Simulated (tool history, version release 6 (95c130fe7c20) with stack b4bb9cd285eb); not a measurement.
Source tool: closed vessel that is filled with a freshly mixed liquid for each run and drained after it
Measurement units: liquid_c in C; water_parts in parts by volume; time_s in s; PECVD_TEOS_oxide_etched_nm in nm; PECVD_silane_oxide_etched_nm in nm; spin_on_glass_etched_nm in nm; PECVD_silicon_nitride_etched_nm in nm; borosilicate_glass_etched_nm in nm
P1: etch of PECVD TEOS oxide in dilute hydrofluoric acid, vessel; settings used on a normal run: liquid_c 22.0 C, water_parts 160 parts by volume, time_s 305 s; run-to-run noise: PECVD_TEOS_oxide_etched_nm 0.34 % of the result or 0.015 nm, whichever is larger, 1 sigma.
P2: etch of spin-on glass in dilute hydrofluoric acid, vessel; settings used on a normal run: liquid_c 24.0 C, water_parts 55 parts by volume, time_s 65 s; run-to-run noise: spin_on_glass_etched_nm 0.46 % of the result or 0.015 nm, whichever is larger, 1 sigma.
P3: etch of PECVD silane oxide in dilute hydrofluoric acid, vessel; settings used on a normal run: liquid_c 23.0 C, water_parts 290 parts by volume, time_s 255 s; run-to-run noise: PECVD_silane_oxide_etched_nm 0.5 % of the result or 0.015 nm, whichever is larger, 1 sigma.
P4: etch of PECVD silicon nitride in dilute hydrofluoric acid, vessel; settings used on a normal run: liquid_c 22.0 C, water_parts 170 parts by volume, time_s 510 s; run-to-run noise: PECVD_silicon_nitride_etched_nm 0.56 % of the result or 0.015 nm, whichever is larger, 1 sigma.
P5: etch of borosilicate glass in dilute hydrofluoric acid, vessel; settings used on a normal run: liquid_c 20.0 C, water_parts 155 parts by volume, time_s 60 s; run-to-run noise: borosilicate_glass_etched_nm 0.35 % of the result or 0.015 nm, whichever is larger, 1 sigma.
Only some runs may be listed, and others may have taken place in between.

run	hour	process	liquid_c	water_parts	time_s	hours since the thermometer was replaced	hours since the hydrofluoric acid flow meter was replaced	PECVD_TEOS_oxide_etched_nm	PECVD_silane_oxide_etched_nm	spin_on_glass_etched_nm	PECVD_silicon_nitride_etched_nm	borosilicate_glass_etched_nm
1	5.8	P1	22.0	160	305	637.0	537.9	13.8670				
2	12.4	P1	17.0	160	170	643.6	544.5	6.3753				
3	17.7	P3	23.0	290	500	648.9	549.8		21.2060			
4	22.2	P1	17.0	160	520	653.4	554.3	19.3030				
5	27.6	P1	22.0	100	305	658.8	559.7	23.6790				
6	33.6	P2	29.5	55	65	664.8	565.7			48.514		
7	40.3	P4	22.0	170	510	671.5	572.4				8.2619	
8	46.8	P1	22.0	285	305	678.0	578.9	6.8371				
9	50.7	P1	22.0	160	455	681.9	582.8	20.6310				
10	54.2	P1	22.0	160	305	685.4	586.3	13.8660				
11	57.8	P4	22.0	310	510	689.0	589.9				4.5424	
12	63.6	P2	24.0	55	65	694.8	595.7			38.829		
13	67.1	P4	22.0	170	510	698.3	599.2				8.2008	
14	70.2	P4	29.5	170	510	701.4	602.3				13.2120	
15	77.0	P3	17.0	290	255	708.2	609.1		8.7059			
16	80.9	P5	20.0	245	60	712.1	613.0					6.5492
17	85.7	P2	24.0	55	65	716.9	617.8			38.824		
18	92.5	P3	23.0	50	255	723.7	624.6		82.4770			
19	98.6	P4	22.0	170	835	729.8	630.7				13.3690	
20	102.9	P1	17.0	160	305	734.1	635.0	11.3690				
21	106.6	P2	24.0	55	125	737.8	638.7			74.564		
22	110.3	P3	23.0	290	255	741.5	642.4		10.8570			
23	113.8	P5	20.0	155	60	745.0	645.9					11.3280
24	119.4	P2	24.0	85	65	750.6	651.5			24.008		
25	125.8	P5	20.0	155	30	757.0	657.9					5.6465
26	131.2	P5	20.0	155	60	762.4	663.3					11.2780
27	137.2	P1	22.0	160	120	768.4	669.3	5.5098				
28	142.5	P5	17.0	155	60	773.7	674.6					9.9581

Run 29, settings as shown, results not yet in. Your forecast:
29	147.6	P1	22.0	225	485	778.8	679.7	?				

{"run 29": {"PECVD_TEOS_oxide_etched_nm": 14.632}}

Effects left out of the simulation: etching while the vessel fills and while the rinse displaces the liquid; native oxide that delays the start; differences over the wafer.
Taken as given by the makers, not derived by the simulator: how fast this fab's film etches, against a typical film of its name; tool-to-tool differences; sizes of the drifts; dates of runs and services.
